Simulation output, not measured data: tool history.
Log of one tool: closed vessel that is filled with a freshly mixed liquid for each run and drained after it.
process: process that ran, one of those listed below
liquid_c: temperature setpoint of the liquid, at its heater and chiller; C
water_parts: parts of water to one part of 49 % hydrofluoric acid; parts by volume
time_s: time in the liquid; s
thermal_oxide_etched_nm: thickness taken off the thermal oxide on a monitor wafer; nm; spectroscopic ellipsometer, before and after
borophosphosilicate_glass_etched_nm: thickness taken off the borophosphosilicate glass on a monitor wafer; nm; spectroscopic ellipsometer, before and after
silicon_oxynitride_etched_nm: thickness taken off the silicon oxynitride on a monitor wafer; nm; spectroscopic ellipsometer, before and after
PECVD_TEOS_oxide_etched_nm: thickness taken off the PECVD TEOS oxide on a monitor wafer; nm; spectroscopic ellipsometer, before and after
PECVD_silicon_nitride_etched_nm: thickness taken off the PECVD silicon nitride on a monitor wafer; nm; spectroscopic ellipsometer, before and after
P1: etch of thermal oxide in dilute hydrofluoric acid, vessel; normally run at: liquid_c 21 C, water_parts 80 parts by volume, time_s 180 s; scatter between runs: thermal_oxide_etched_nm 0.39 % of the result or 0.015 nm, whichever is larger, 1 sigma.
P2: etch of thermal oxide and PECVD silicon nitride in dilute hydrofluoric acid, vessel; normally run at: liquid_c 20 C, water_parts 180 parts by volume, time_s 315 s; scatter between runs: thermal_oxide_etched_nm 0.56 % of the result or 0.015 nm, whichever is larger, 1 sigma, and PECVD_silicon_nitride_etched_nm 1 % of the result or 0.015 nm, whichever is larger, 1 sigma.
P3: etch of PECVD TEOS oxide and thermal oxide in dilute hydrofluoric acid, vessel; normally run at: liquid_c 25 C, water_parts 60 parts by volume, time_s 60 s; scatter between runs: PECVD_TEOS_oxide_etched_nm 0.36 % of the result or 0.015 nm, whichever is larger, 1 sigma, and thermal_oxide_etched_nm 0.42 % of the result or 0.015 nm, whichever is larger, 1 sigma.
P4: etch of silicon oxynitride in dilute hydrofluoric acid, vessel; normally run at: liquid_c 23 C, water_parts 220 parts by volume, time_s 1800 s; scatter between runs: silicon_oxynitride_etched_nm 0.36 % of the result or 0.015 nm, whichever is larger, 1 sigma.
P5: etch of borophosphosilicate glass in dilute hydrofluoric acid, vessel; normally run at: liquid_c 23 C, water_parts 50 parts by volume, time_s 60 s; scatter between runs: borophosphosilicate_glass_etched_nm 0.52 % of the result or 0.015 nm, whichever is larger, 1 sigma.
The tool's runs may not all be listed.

run	hour	process	liquid_c	water_parts	time_s	thermal_oxide_etched_nm	borophosphosilicate_glass_etched_nm	silicon_oxynitride_etched_nm	PECVD_TEOS_oxide_etched_nm	PECVD_silicon_nitride_etched_nm
1	12.7	P1	21	80	180	9.3973				
2	21.9	P5	23	30	60		98.676			
3	31.8	P1	21	40	180	19.71				
4	42.6	P4	23	220	1800			22.947		
5	55.6	P5	23	50	95		91.813			
6	62.3	P5	23	50	60		57.76			
7	72.3	P3	33	60	60	7.2222			43.907	
8	81	P1	17	80	180	7.9544				
9	94.1	P1	21	80	180	9.3727				
10	105.1	P1	27	80	180	11.938				
11	111	P4	23	220	2730			34.781		
12	123.4	P1	21	110	180	6.6288				
13	130	P2	20	180	315	6.5775				2.3262
14	141.4	P4	23	220	1800			22.936		
15	153.7	P2	20	180	315	6.518				2.2863
16	166.1	P4	23	365	1800			12.566		
17	173.7	P1	21	80	295	15.392				
18	182.6	P2	20	60	315	22.384				6.55
19	195.6	P3	25	20	60	16.672			101.42	
# hour 202.8: thermometer replaced
20	208.3	P3	25	60	60	5.2676			31.788	
# hour 214.9: hydrofluoric acid flow meter replaced
21	214.9	P3	25	60	95	8.291			50.382	
22	221.9	P2	20	180	540	11.195				3.913
23	234.9	P1	17	80	30	1.3295				
24	241.4	P2	17	180	315	5.8436				1.8779
25	252.2	P1	21	80	180	9.3713				
26	261.7	P3	25	60	60	5.1962			31.652	
27	267.5	P1	21	80	180	9.4139				
28	273.8	P1	21	80	180	9.3876				
29	280.9	P1	21	80	95	4.9352				
30	291.8	P4	29	220	1800			29.813		
31	298.6	P1	21	20	275	62.423				
32	305.3	P5	17	50	60		44.472			
33	315.8	P1	21	80	180	9.3986				
34	327.2	P5	23	50	60		57.69			
35	333	P1	21	80	180	9.4253				
36	339.5	P1	21	80	180	9.188				
37	347.6	P1	21	80	180	9.0833				
38	354	P1	21	80	180	8.9528				
39	363.5	P1	21	80	180	8.8721				
40	372.9	P1	21	80	180	8.8333				
41	382.7	P1	21	80	180	8.7128				
42	395.9	P1	21	80	180	8.7571				
43	406.4	P1	21	80	180	8.7388				
44	412.9	P1	21	80	180	8.7282				
45	422.1	P1	21	80	180	8.7363				

What P1 gives has crept off from where it sat before. The 2 causes that follow fit the log equally well, each at the size noted:
A: liquid colder than its thermometer reads (K) = 1.87
B: hydrofluoric acid flow below the setpoint (%) = 6.82
Creep in the process output first set in at about hour 333.

Consider the 4 check runs below, whose results appear as question marks and each of which averages 3 wafers. Which one distinguishes the causes, in that each cause would give it a clearly different result?
check 1	431.3	P2	20	180	315	?				?
check 2	431.3	P5	23	50	60		?			
check 3	431.3	P4	23	220	1800			?		
check 4	431.3	P3	25	60	60	?			?	

Outcome of each check run for each possible cause:
check	result	if A	if B
check 1	thermal_oxide_etched_nm	6.0737	6.0136
check 1	PECVD_silicon_nitride_etched_nm	2.0244	2.141
check 2	borophosphosilicate_glass_etched_nm	53.138	53.286
check 3	silicon_oxynitride_etched_nm	21.08	21.127
check 4	thermal_oxide_etched_nm	4.8665	4.8657
check 4	PECVD_TEOS_oxide_etched_nm	29.45	29.445
Separation of the two closest causes in each check, using whichever result separates them best: check 1 5.6 %; check 2 0.28 %; check 3 0.22 %; check 4 0.02 %
Check 1 distinguishes between the causes, while the remaining checks would return nearly the same result for all of them.

With check 1 done, the readings were: thermal_oxide_etched_nm 6.0404 nm; PECVD_silicon_nitride_etched_nm 2.0118 nm. Identify which of the listed causes applies.

The correct cause is A, namely: liquid colder than its thermometer reads (K).
